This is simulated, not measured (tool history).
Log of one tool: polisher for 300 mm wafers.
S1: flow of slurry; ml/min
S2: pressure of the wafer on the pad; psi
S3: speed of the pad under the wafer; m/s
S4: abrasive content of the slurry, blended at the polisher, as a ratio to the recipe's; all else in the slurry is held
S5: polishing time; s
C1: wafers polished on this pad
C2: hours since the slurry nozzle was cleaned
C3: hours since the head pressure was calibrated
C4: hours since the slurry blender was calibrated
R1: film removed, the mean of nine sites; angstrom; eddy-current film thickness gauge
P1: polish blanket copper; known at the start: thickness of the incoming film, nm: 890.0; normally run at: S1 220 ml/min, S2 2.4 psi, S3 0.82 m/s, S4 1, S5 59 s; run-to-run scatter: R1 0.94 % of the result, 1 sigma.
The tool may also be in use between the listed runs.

run	day	S1	S2	S3	S4	S5	C1	C2	C3	C4	R1
1	0.367	220	2.4	0.82	1	59	749	302.2	225.5	50.1	1126.7
2	0.733	220	2.4	0.82	1	59	854	311	234.3	58.9	1130.1
# day 0.796: head pressure recalibrated
3	1.112	320	2.4	0.82	1	59	963	320.1	7.7	68	1173.9
4	1.521	220	2.4	0.82	0.55	59	1080	329.9	17.5	77.8	999.99
5	2.046	220	2.4	0.82	1.5	59	1230	342.5	30.1	90.4	1241.5
6	2.558	220	2.4	0.82	1	59	1377	354.8	42.4	102.7	1150.2
7	2.996	220	3.3	0.82	0.5	59	1503	365.3	52.9	113.2	1334.2
# day 3.192: slurry nozzle cleaned
8	3.321	220	2.4	0.5	1	59	1596	3.1	60.7	121	695
9	3.65	130	2.4	1.04	1	59	1690	11	68.6	128.9	1308.8
10	4.025	220	2.4	1.18	1	59	1798	20	77.6	137.9	1589.4
11	4.312	220	2.4	0.82	1	29	1880	26.9	84.5	144.8	551.56
12	4.817	220	2.4	0.82	1	59	2025	39	96.6	156.9	1134.2
13	5.183	220	1.3	0.82	1	59	2130	47.8	105.4	165.7	616.51
14	5.583	220	2.4	0.82	1	59	2244	57.4	115	175.3	1106.5
15	6.092	220	2.4	0.82	1	79	2390	69.6	127.2	187.5	1514
16	6.508	220	2.4	0.82	1	59	2510	79.6	137.2	197.5	1108.2
17	6.975	130	2.4	0.82	1	59	2643	90.8	148.4	208.7	1027.7
18	7.388	220	3.4	0.82	1	59	2762	100.7	158.3	218.6	1621.9
19	7.871	220	2.4	0.82	1	59	2900	112.3	169.9	230.2	1136.8
20	8.371	220	2.4	0.82	1	59	3043	124.3	181.9	242.2	1117.9
21	8.796	220	2.4	0.82	1	59	3165	134.5	192.1	252.4	1089.8
# day 9.154: slurry blender recalibrated
22	9.238	220	2.4	0.82	1	59	3292	145.1	202.7	2.1	1077.7
23	9.729	220	2.4	0.82	1	59	3433	156.9	214.5	13.9	1081.4

Forecast run 24:
24	10.025	220	2.4	0.82	1	59	3518	164	221.6	21	?

Run 24 gave R1 1073.9 angstrom.
